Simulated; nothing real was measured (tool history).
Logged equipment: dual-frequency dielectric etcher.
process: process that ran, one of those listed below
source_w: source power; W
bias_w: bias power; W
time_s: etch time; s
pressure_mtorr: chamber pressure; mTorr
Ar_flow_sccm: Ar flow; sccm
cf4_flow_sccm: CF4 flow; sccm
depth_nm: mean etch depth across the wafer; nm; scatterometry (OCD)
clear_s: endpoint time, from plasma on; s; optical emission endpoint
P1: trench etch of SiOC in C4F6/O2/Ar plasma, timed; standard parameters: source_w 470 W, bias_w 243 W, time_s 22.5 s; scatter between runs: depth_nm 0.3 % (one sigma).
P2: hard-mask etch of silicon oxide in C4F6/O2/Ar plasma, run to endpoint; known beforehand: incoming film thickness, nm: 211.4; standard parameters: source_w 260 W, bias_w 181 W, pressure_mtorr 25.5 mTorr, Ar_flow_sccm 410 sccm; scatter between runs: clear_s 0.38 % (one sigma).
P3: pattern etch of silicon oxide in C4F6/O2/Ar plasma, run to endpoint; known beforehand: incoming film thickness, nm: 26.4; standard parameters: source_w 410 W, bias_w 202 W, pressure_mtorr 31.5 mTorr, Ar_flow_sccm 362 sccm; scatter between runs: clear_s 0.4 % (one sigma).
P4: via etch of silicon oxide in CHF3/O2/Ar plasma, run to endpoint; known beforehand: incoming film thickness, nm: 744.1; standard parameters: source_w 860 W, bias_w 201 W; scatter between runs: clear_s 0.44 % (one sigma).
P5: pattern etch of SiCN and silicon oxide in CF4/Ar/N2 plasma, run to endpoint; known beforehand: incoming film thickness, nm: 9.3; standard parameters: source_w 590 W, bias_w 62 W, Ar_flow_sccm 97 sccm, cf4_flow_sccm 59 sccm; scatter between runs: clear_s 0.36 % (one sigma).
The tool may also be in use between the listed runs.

run,day,process,source_w,bias_w,time_s,pressure_mtorr,Ar_flow_sccm,cf4_flow_sccm,hours since the last wet clean,hours since the last source power generator calibration,hours since the last bias power generator calibration,depth_nm,clear_s
1,0.171,P1,470,243,22.5,,,,292.8,1129.7,1608.2,54.115,
2,0.304,P1,470,243,22.5,,,,296.0,1132.9,1611.4,54.030,
3,0.471,P3,410,202,,31.5,362,,300.0,1136.9,1615.4,,8.2062
4,0.662,P4,1080,201,,,,,304.6,1141.5,1620.0,,290.0500
5,0.908,P5,590,85,,,97,59,310.5,1147.4,1625.9,,8.1786
6,1.062,P2,260,131,,25.5,410,,314.2,1151.1,1629.6,,86.6200
7,1.283,P3,280,202,,31.5,362,,319.5,1156.4,1634.9,,9.5436
8,1.479,P4,860,201,,,,,324.2,1161.1,1639.6,,319.0200
9,1.633,P1,580,322,22.5,,,,327.9,1164.8,1643.3,64.591,
10,1.838,P3,410,202,,25.0,362,,332.8,1169.7,1648.2,,7.9713
11,2.075,P1,470,243,22.5,,,,338.5,1175.4,1653.9,54.165,
12,2.233,P5,450,62,,,97,59,342.3,1179.2,1657.7,,11.5270
13,2.404,P2,210,181,,25.5,410,,346.4,1183.3,1661.8,,84.8940
14,2.517,P2,260,181,,36.5,410,,349.1,1186.0,1664.5,,82.1270
15,2.688,P1,470,243,22.5,,,,353.2,1190.1,1668.6,54.253,
# day 2.883: source power generator calibrated
16,2.888,P2,260,181,,25.5,248,,358.0,0.2,1673.4,,73.9910
17,3.004,P1,300,243,22.5,,,,360.8,3.0,1676.2,45.525,
18,3.238,P3,410,202,,31.5,442,,366.4,8.6,1681.8,,8.4072
19,3.425,P5,590,62,,,97,47,370.9,13.1,1686.3,,9.4411
20,3.592,P5,590,62,,,97,59,374.9,17.1,1690.3,,9.1354
21,3.812,P4,860,201,,,,,380.2,22.4,1695.6,,320.1900
22,4.004,P1,470,243,12.5,,,,384.8,27.0,1700.2,29.992,
23,4.233,P1,470,344,22.5,,,,390.3,32.5,1705.7,60.670,
24,4.400,P1,470,243,22.5,,,,394.3,36.5,1709.7,53.981,
25,4.521,P1,580,243,22.5,,,,397.2,39.4,1712.6,58.777,
26,4.767,P4,860,280,,,,,403.1,45.3,1718.5,,284.1100
27,4.988,P1,340,243,12.5,,,,408.4,50.6,1723.8,26.464,
28,5.162,P3,410,276,,31.5,362,,412.6,54.8,1728.0,,7.4559
29,5.292,P3,410,202,,31.5,362,,415.7,57.9,1731.1,,8.2426
30,5.429,P1,470,243,31.5,,,,419.0,61.2,1734.4,75.975,
31,5.592,P2,260,181,,25.5,410,,422.9,65.1,1738.3,,78.0800
32,5.833,P5,590,62,,,120,59,428.7,70.9,1744.1,,9.4637
33,5.946,P5,590,62,,,97,59,431.4,73.6,1746.8,,9.1784
34,6.125,P2,260,181,,25.5,410,,435.7,77.9,1751.1,,78.1120
35,6.254,P1,470,181,22.5,,,,438.8,81.0,1754.2,49.622,
36,6.496,P1,470,243,22.5,,,,444.6,86.8,1760.0,53.978,
37,6.721,P1,470,243,22.5,,,,450.0,92.2,1765.4,54.547,
38,6.871,P1,470,243,22.5,,,,453.6,95.8,1769.0,54.734,
39,7.029,P1,470,243,22.5,,,,457.4,99.6,1772.8,54.952,
40,7.212,P1,470,243,22.5,,,,461.8,104.0,1777.2,54.688,
# day 7.354: wet clean of the chamber
41,7.367,P1,470,243,22.5,,,,0.4,107.7,1780.9,55.103,
42,7.483,P1,470,243,22.5,,,,3.2,110.5,1783.7,54.791,
43,7.696,P1,470,243,22.5,,,,8.3,115.6,1788.8,54.608,

P1 no longer gives what it gave before; its output has crept away from where it was. The following 2 causes, each at its listed size, fit the log equally well:
A: bias power that arrives over what is set, % = 4.65
B: source power that arrives over what is set, % = 4.03
Onset of the creep was near day 6.496.
All other causes, with the reason each is excluded:
chamber walls in a state that raises the etch rate, %: serviced at day 7.354, after the drift had started, without restoring the earlier output

Which of the check runs below tells the causes apart, meaning the causes would give it clearly different results? Each run uses 2 wafers whose results are averaged, and each result is shown as a question mark.
check 1,7.908,P2,260,181,,25.5,410,,,,,,?
check 2,7.908,P5,590,62,,,97,59,,,,,?
check 3,7.908,P4,860,201,,,,,,,,,?
check 4,7.908,P3,410,202,,31.5,362,,,,,,?

If the cause were each of the candidates in turn, the checks would give the following:
check,result,if A,if B
check 1,clear_s,77.1440,77.1170
check 2,clear_s,8.9871,8.8084
check 3,clear_s,314.2300,314.2900
check 4,clear_s,8.1036,8.0992
Distance between the nearest two causes, measured in the result of the check that separates them most: check 1 0.03 %; check 2 2.01 %; check 3 0.02 %; check 4 0.05 %
Check 2 distinguishes between the causes, while the remaining checks would return nearly the same result for all of them.

After running check 2, the following was obtained: clear_s 8.9846 s. Which cause does this point to?

A is the cause: bias power that arrives over what is set, %.

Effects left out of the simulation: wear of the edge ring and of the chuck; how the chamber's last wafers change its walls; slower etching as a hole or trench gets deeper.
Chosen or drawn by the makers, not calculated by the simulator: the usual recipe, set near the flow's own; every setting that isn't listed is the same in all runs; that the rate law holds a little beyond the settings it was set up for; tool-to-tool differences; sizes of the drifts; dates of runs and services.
